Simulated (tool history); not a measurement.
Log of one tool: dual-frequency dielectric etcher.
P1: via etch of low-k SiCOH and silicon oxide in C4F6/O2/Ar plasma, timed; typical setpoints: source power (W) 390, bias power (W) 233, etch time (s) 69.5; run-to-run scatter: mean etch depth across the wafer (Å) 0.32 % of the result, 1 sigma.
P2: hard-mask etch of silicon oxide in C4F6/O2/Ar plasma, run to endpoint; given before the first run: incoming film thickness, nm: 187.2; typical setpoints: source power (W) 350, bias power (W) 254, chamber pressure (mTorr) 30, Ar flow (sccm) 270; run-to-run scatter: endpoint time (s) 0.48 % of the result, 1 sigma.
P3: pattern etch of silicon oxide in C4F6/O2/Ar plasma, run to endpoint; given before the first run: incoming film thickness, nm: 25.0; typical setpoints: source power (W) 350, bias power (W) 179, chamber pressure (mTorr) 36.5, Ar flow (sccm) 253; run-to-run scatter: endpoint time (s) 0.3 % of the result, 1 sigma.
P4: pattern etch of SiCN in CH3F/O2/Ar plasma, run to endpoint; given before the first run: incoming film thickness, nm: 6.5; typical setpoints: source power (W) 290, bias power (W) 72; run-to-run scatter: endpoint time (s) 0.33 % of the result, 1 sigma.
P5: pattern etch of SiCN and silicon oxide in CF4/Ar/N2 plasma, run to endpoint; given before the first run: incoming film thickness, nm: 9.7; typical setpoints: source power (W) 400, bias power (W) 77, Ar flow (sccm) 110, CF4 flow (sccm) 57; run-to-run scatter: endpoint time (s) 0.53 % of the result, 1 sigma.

run,hour,process that ran,source power (W),bias power (W),etch time (s),Ar flow (sccm),CF4 flow (sccm),chamber pressure (mTorr),hours since the last wet clean,hours since the last source power generator calibration,hours since the last bias power generator calibration,mean etch depth across the wafer (Å),endpoint time (s)
1,2.3,P1,390,233,69.5,,,,57.7,1035,1825.6,2080.7,
2,6.8,P1,320,233,89,,,,62.2,1039.5,1830.1,2462.7,
3,10.2,P4,290,72,,,,,65.6,1042.9,1833.5,,18.997
4,13.8,P1,390,233,69.5,,,,69.2,1046.5,1837.1,2070.4,
5,17.5,P5,400,77,,110,57,,72.9,1050.2,1840.8,,13.154
6,20.8,P4,230,72,,,,,76.2,1053.5,1844.1,,20.649
7,23,P2,350,254,,190,,30,78.4,1055.7,1846.3,,54.439
8,27.2,P5,400,77,,68,57,,82.6,1059.9,1850.5,,12.294
9,30.4,P1,390,298,69.5,,,,85.8,1063.1,1853.7,2253.8,
10,34.7,P3,280,179,,253,,36.5,90.1,1067.4,1858,,8.9272
11,36.8,P1,390,187,69.5,,,,92.2,1069.5,1860.1,1930.3,
12,39.1,P1,390,233,41,,,,94.5,1071.8,1862.4,1226.6,
13,41.7,P1,390,233,69.5,,,,97.1,1074.4,1865,2075.6,
14,44.1,P4,290,72,,,,,99.5,1076.8,1867.4,,19.068
# hour 47: bias power generator calibrated
15,47.1,P1,390,233,69.5,,,,102.5,1079.8,0.2,2075.5,
16,50.7,P2,350,254,,270,,30,106.1,1083.4,3.8,,56.187
17,55.3,P3,350,179,,253,,36.5,110.7,1088,8.4,,8.1519
18,58.4,P3,350,105,,253,,36.5,113.8,1091.1,11.5,,9.5844
19,62.9,P3,350,179,,253,,36.5,118.3,1095.6,16,,8.1418
20,65,P3,350,179,,253,,27,120.4,1097.7,18.1,,7.8974
21,68.3,P3,350,179,,354,,36.5,123.7,1101,21.4,,8.4715
22,71.4,P1,530,316,69.5,,,,126.8,1104.1,24.5,2588.6,
23,75.8,P5,400,77,,110,57,,131.2,1108.5,28.9,,13.227
24,78,P1,290,233,69.5,,,,133.4,1110.7,31.1,1862.9,
25,82.4,P5,400,77,,110,38,,137.8,1115.1,35.5,,14.299
26,85.9,P5,280,77,,110,57,,141.3,1118.6,39,,18.133
27,89.2,P1,390,233,69.5,,,,144.6,1121.9,42.3,2083.5,
28,91.4,P1,390,233,69.5,,,,146.8,1124.1,44.5,2087.8,
29,94.2,P2,350,314,,270,,30,149.6,1126.9,47.3,,52.233
30,98.5,P4,290,53,,,,,153.9,1131.2,51.6,,21.139
31,102.4,P5,400,58,,110,57,,157.8,1135.1,55.5,,14.468
32,106.4,P2,350,254,,270,,37.5,161.8,1139.1,59.5,,57.947
33,108.5,P1,390,233,92.5,,,,163.9,1141.2,61.6,2777.1,
34,112.9,P2,210,254,,270,,30,168.3,1145.6,66,,68.299
35,117.4,P1,500,233,69.5,,,,172.8,1150.1,70.5,2298,
36,121.2,P1,390,233,69.5,,,,176.6,1153.9,74.3,2091.5,
37,125.1,P1,390,233,69.5,,,,180.5,1157.8,78.2,2054.9,
38,129.7,P1,390,233,69.5,,,,185.1,1162.4,82.8,2051.5,
# hour 129.8: wet clean of the chamber
39,134.2,P1,390,233,69.5,,,,4.4,1166.9,87.3,2044.4,
40,137.2,P1,390,233,69.5,,,,7.4,1169.9,90.3,2040.9,
41,141.4,P1,390,233,69.5,,,,11.6,1174.1,94.5,2044.4,
42,145.5,P1,390,233,69.5,,,,15.7,1178.2,98.6,2048.6,

Compared with where it was, what P1 gives has crept away. Each cause listed below fits the log as well as the rest, at the size given for it:
A: bias power that arrives under what is set, % = 4.72
B: source power that arrives under what is set, % = 4.1
At approximately hour 121.2, the process output began to creep.
Ruled out, with reasons:
chamber walls in a state that lowers the etch rate, %: work on it at hour 129.8, done after the drift set in, did not restore what the process gave before

The list below offers 4 check runs, each averaging the results of 5 wafers, and shows each result as a question mark. For which of them would the listed causes give clearly different results?
check 1,149.6,P4,250,72,,,,,,,,,?
check 2,149.6,P3,290,179,,349,,36.5,,,,,?
check 3,149.6,P2,210,312,,270,,30,,,,,?
check 4,149.6,P5,400,61,,110,57,,,,,,?

Check results expected under each cause:
check,result,if A,if B
check 1,endpoint time (s),20.37,20.329
check 2,endpoint time (s),9.2371,9.2431
check 3,endpoint time (s),64.695,64.57
check 4,endpoint time (s),14.689,14.99
Separation of the two closest causes in each check, using whichever result separates them best: check 1 0.2 %; check 2 0.07 %; check 3 0.19 %; check 4 2.02 %
Of the check runs offered, only check 4 discriminates between the causes; the rest would read about the same regardless of which cause applies.

After running check 4, the following was obtained: endpoint time (s) 14.705. Which cause does this point to?

A is the cause: bias power that arrives under what is set, %.

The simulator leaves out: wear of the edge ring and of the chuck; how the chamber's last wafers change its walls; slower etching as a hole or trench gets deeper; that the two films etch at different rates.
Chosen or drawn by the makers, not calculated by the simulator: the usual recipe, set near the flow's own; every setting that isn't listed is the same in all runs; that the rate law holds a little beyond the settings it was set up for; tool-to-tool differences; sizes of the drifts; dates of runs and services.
